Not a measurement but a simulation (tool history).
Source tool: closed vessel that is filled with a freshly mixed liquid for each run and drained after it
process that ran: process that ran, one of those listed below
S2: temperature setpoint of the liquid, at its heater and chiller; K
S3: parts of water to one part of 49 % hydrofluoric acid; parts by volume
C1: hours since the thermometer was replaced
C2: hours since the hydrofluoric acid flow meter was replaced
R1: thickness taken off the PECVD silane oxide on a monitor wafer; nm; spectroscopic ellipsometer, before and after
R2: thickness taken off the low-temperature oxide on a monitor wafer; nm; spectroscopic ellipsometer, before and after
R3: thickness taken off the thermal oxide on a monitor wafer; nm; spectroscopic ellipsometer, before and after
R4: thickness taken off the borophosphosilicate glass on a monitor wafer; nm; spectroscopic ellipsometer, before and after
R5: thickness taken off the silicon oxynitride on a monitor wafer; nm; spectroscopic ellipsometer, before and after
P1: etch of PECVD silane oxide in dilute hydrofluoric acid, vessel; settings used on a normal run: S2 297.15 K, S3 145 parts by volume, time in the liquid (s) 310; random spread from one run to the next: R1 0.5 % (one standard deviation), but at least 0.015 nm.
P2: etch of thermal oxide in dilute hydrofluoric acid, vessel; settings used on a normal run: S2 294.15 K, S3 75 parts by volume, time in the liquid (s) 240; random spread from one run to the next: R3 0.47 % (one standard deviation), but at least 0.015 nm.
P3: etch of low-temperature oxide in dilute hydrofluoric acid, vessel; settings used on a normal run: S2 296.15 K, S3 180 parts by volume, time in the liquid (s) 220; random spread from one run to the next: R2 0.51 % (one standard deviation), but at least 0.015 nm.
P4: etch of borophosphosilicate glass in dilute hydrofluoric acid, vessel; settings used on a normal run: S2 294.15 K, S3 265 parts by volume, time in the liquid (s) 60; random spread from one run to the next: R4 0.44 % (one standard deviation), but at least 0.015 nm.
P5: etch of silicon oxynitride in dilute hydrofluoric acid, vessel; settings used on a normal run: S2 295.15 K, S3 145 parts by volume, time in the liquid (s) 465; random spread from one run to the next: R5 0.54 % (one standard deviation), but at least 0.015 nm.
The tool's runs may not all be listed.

run 1 hour=2.2 | process_that_ran=P1 S2=297.15 S3=145 time_in_the_liquid_(s)=310 | C1=510.3 C2=1076 | R1=47.492
run 2 hour=4.6 | process_that_ran=P1 S2=297.15 S3=80 time_in_the_liquid_(s)=110 | C1=512.7 C2=1078.4 | R1=32.931
run 3 hour=9.2 | process_that_ran=P3 S2=296.15 S3=180 time_in_the_liquid_(s)=415 | C1=517.3 C2=1083 | R2=57.603
run 4 hour=12 | process_that_ran=P3 S2=296.15 S3=180 time_in_the_liquid_(s)=220 | C1=520.1 C2=1085.8 | R2=30.45
run 5 hour=14.9 | process_that_ran=P2 S2=294.15 S3=75 time_in_the_liquid_(s)=30 | C1=523 C2=1088.7 | R3=1.7595
run 6 hour=19.5 | process_that_ran=P2 S2=298.15 S3=75 time_in_the_liquid_(s)=240 | C1=527.6 C2=1093.3 | R3=16.272
run 7 hour=22.8 | process_that_ran=P3 S2=290.15 S3=180 time_in_the_liquid_(s)=220 | C1=530.9 C2=1096.6 | R2=24.414
run 8 hour=26.5 | process_that_ran=P1 S2=297.15 S3=230 time_in_the_liquid_(s)=310 | C1=534.6 C2=1100.3 | R1=26.997
run 9 hour=29.7 | process_that_ran=P4 S2=294.15 S3=465 time_in_the_liquid_(s)=60 | C1=537.8 C2=1103.5 | R4=2.9196
run 10 hour=32.2 | process_that_ran=P5 S2=295.15 S3=145 time_in_the_liquid_(s)=765 | C1=540.3 C2=1106 | R5=6.7205
run 11 hour=36.5 | process_that_ran=P5 S2=295.15 S3=235 time_in_the_liquid_(s)=465 | C1=544.6 C2=1110.3 | R5=2.3951
run 12 hour=40.5 | process_that_ran=P3 S2=296.15 S3=305 time_in_the_liquid_(s)=220 | C1=548.6 C2=1114.3 | R2=15.866
run 13 hour=45.3 | process_that_ran=P1 S2=297.15 S3=70 time_in_the_liquid_(s)=595 | C1=553.4 C2=1119.1 | R1=207.4
run 14 hour=48 | process_that_ran=P5 S2=303.15 S3=145 time_in_the_liquid_(s)=465 | C1=556.1 C2=1121.8 | R5=5.8763
run 15 hour=50.3 | process_that_ran=P2 S2=294.15 S3=125 time_in_the_liquid_(s)=240 | C1=558.4 C2=1124.1 | R3=7.839
run 16 hour=53.6 | process_that_ran=P1 S2=297.15 S3=145 time_in_the_liquid_(s)=310 | C1=561.7 C2=1127.4 | R1=47.143
run 17 hour=58 | process_that_ran=P1 S2=291.65 S3=145 time_in_the_liquid_(s)=310 | C1=566.1 C2=1131.8 | R1=37.784
run 18 hour=61.5 | process_that_ran=P1 S2=302.15 S3=95 time_in_the_liquid_(s)=310 | C1=569.6 C2=1135.3 | R1=92.353
run 19 hour=63.7 | process_that_ran=P4 S2=294.15 S3=265 time_in_the_liquid_(s)=30 | C1=571.8 C2=1137.5 | R4=3.0696
run 20 hour=66.6 | process_that_ran=P2 S2=294.15 S3=75 time_in_the_liquid_(s)=240 | C1=574.7 C2=1140.4 | R3=13.952
run 21 hour=71.2 | process_that_ran=P4 S2=301.15 S3=265 time_in_the_liquid_(s)=60 | C1=579.3 C2=1145 | R4=7.8509
run 22 hour=75.4 | process_that_ran=P1 S2=297.15 S3=145 time_in_the_liquid_(s)=610 | C1=583.5 C2=1149.2 | R1=93.177
run 23 hour=78.3 | process_that_ran=P1 S2=304.65 S3=145 time_in_the_liquid_(s)=310 | C1=586.4 C2=1152.1 | R1=62.445
run 24 hour=82.4 | process_that_ran=P4 S2=294.15 S3=265 time_in_the_liquid_(s)=60 | C1=590.5 C2=1156.2 | R4=6.1475
run 25 hour=85.2 | process_that_ran=P1 S2=297.15 S3=145 time_in_the_liquid_(s)=310 | C1=593.3 C2=1159 | R1=46.963
run 26 hour=90 | process_that_ran=P1 S2=297.15 S3=145 time_in_the_liquid_(s)=310 | C1=598.1 C2=1163.8 | R1=46.936
run 27 hour=94.4 | process_that_ran=P5 S2=295.15 S3=145 time_in_the_liquid_(s)=465 | C1=602.5 C2=1168.2 | R5=4.1133
run 28 hour=98 | process_that_ran=P1 S2=297.15 S3=50 time_in_the_liquid_(s)=310 | C1=606.1 C2=1171.8 | R1=154.48
run 29 hour=101.4 | process_that_ran=P5 S2=295.15 S3=145 time_in_the_liquid_(s)=465 | C1=609.5 C2=1175.2 | R5=4.1167
run 30 hour=103.8 | process_that_ran=P1 S2=297.15 S3=145 time_in_the_liquid_(s)=310 | C1=611.9 C2=1177.6 | R1=47.094
run 31 hour=107.7 | process_that_ran=P4 S2=294.15 S3=265 time_in_the_liquid_(s)=60 | C1=615.8 C2=1181.5 | R4=6.196
run 32 hour=111.1 | process_that_ran=P1 S2=297.15 S3=145 time_in_the_liquid_(s)=30 | C1=619.2 C2=1184.9 | R1=4.6538
run 33 hour=115.9 | process_that_ran=P1 S2=297.15 S3=145 time_in_the_liquid_(s)=310 | C1=624 C2=1189.7 | R1=47.764
run 34 hour=118.8 | process_that_ran=P2 S2=294.15 S3=75 time_in_the_liquid_(s)=240 | C1=626.9 C2=1192.6 | R3=13.869
run 35 hour=123.1 | process_that_ran=P1 S2=297.15 S3=145 time_in_the_liquid_(s)=310 | C1=631.2 C2=1196.9 | R1=47.505
run 36 hour=126.9 | process_that_ran=P1 S2=297.15 S3=145 time_in_the_liquid_(s)=310 | C1=635 C2=1200.7 | R1=48.802
run 37 hour=129.1 | process_that_ran=P1 S2=297.15 S3=145 time_in_the_liquid_(s)=310 | C1=637.2 C2=1202.9 | R1=49.911
run 38 hour=132.5 | process_that_ran=P1 S2=297.15 S3=145 time_in_the_liquid_(s)=310 | C1=640.6 C2=1206.3 | R1=50.708
run 39 hour=135.7 | process_that_ran=P1 S2=297.15 S3=145 time_in_the_liquid_(s)=310 | C1=643.8 C2=1209.5 | R1=51.123
run 40 hour=138 | process_that_ran=P1 S2=297.15 S3=145 time_in_the_liquid_(s)=310 | C1=646.1 C2=1211.8 | R1=51.294
run 41 hour=142.8 | process_that_ran=P1 S2=297.15 S3=145 time_in_the_liquid_(s)=310 | C1=650.9 C2=1216.6 | R1=51.499
run 42 hour=147.3 | process_that_ran=P1 S2=297.15 S3=145 time_in_the_liquid_(s)=310 | C1=655.4 C2=1221.1 | R1=51.513
run 43 hour=150.1 | process_that_ran=P1 S2=297.15 S3=145 time_in_the_liquid_(s)=310 | C1=658.2 C2=1223.9 | R1=52.014

What P1 gives has crept off from where it sat before. The 2 causes that follow fit the log equally well, each at the size noted:
A: liquid hotter than its thermometer reads (K) = 2.37
B: hydrofluoric acid flow above the setpoint (%) = 8.03
At approximately hour 123.1, the process output began to creep.

Each of the check runs listed below is run on 2 wafers and reports their average, with the results left as question marks. Pick the one under which the possible causes would lead to clearly different results.
run check 1 hour=152.9 | process_that_ran=P2 S2=294.15 S3=110 time_in_the_liquid_(s)=240 | R3=?
run check 2 hour=152.9 | process_that_ran=P5 S2=300.15 S3=225 time_in_the_liquid_(s)=465 | R5=?
run check 3 hour=152.9 | process_that_ran=P3 S2=290.15 S3=180 time_in_the_liquid_(s)=405 | R2=?
run check 4 hour=152.9 | process_that_ran=P4 S2=300.65 S3=455 time_in_the_liquid_(s)=60 | R4=?

If the cause were each of the candidates in turn, the checks would give the following:
check=check_1 result=R3 if_A=9.9711 if_B=9.8892
check=check_2 result=R5 if_A=3.4276 if_B=3.3969
check=check_3 result=R2 if_A=48.894 if_B=48.673
check=check_4 result=R4 if_A=3.9902 if_B=4.1437
Smallest distance between any two causes, each pair judged by its most separating result, in per cent: check 1 0.82 %; check 2 0.9 %; check 3 0.45 %; check 4 3.78 %
The causes can be told apart only by check 4. The other checks would give nearly the same results under each of them.

Running check 4 produced the following: R4 4.15 nm. Which one of the listed causes fits?

Of the candidate causes, it is B: hydrofluoric acid flow above the setpoint (%).
